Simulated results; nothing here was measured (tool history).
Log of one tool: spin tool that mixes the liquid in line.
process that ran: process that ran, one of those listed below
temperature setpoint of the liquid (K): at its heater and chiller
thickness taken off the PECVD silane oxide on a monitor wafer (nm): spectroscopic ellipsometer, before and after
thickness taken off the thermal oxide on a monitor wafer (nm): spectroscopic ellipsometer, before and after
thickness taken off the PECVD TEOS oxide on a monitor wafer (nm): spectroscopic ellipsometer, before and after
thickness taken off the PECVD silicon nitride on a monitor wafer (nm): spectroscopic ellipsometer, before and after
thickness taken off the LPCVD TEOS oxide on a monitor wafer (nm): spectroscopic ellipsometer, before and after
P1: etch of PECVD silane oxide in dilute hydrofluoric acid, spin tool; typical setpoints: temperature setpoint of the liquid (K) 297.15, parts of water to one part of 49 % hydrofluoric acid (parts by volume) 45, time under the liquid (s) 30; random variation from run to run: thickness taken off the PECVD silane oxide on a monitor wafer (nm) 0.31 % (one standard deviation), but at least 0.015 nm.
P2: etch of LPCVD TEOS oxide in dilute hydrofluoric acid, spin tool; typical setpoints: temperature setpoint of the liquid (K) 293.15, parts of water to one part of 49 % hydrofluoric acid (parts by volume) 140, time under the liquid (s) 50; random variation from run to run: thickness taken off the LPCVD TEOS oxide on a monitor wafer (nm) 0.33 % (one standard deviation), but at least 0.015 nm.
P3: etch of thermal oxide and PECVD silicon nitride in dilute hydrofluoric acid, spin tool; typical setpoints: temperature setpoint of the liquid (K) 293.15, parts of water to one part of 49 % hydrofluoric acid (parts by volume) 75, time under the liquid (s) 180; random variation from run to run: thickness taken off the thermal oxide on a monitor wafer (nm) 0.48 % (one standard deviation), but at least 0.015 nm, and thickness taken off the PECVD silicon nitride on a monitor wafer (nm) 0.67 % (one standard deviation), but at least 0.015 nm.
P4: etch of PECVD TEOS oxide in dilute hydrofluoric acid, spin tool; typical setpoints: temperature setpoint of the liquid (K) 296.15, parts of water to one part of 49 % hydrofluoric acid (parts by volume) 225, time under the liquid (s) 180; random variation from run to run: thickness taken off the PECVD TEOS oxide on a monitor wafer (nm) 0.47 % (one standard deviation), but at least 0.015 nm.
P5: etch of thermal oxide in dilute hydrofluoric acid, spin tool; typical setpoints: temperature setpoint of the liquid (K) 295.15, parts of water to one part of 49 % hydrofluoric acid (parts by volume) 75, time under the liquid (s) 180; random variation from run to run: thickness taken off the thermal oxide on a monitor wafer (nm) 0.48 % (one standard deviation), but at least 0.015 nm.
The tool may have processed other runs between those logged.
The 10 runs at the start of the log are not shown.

run,day,process that ran,temperature setpoint of the liquid (K),parts of water to one part of 49 % hydrofluoric acid (parts by volume),time under the liquid (s),hours since the thermometer was replaced,hours since the hydrofluoric acid flow meter was replaced,thickness taken off the PECVD silane oxide on a monitor wafer (nm),thickness taken off the thermal oxide on a monitor wafer (nm),thickness taken off the PECVD TEOS oxide on a monitor wafer (nm),thickness taken off the PECVD silicon nitride on a monitor wafer (nm),thickness taken off the LPCVD TEOS oxide on a monitor wafer (nm)
11,2.433,P1,297.15,45,30,609.5,388.7,18.435,,,,
12,2.600,P4,296.15,225,360,613.5,392.7,,,23.024,,
13,2.838,P1,297.15,45,30,619.2,398.4,18.459,,,,
14,3.046,P4,296.15,225,180,624.2,403.4,,,11.671,,
15,3.329,P4,296.15,60,180,631.0,410.2,,,52.569,,
16,3.488,P3,293.15,75,180,634.8,414.0,,10.1550,,3.1591,
17,3.754,P2,293.15,140,50,641.2,420.4,,,,,9.1813
18,3.958,P1,297.15,45,15,646.1,425.3,9.231,,,,
19,4.129,P1,290.15,45,30,650.2,429.4,13.756,,,,
20,4.371,P5,295.15,75,180,656.0,435.2,,11.0410,,,
# day 4.458: thermometer replaced
21,4.650,P5,290.15,75,180,4.7,441.9,,8.9507,,,
22,4.946,P3,290.15,75,180,11.8,449.0,,8.8473,,2.5565,
23,5.142,P1,297.15,75,55,16.5,453.7,19.687,,,,
24,5.271,P2,293.15,25,50,19.6,456.8,,,,,58.6820
25,5.558,P1,301.65,45,30,26.5,463.7,22.213,,,,

Run 26 is up next; what results do you expect?
26,5.762,P1,297.15,45,50,31.4,468.6,?,,,,

{"run 26": {"thickness taken off the PECVD silane oxide on a monitor wafer (nm)": 30.897}}

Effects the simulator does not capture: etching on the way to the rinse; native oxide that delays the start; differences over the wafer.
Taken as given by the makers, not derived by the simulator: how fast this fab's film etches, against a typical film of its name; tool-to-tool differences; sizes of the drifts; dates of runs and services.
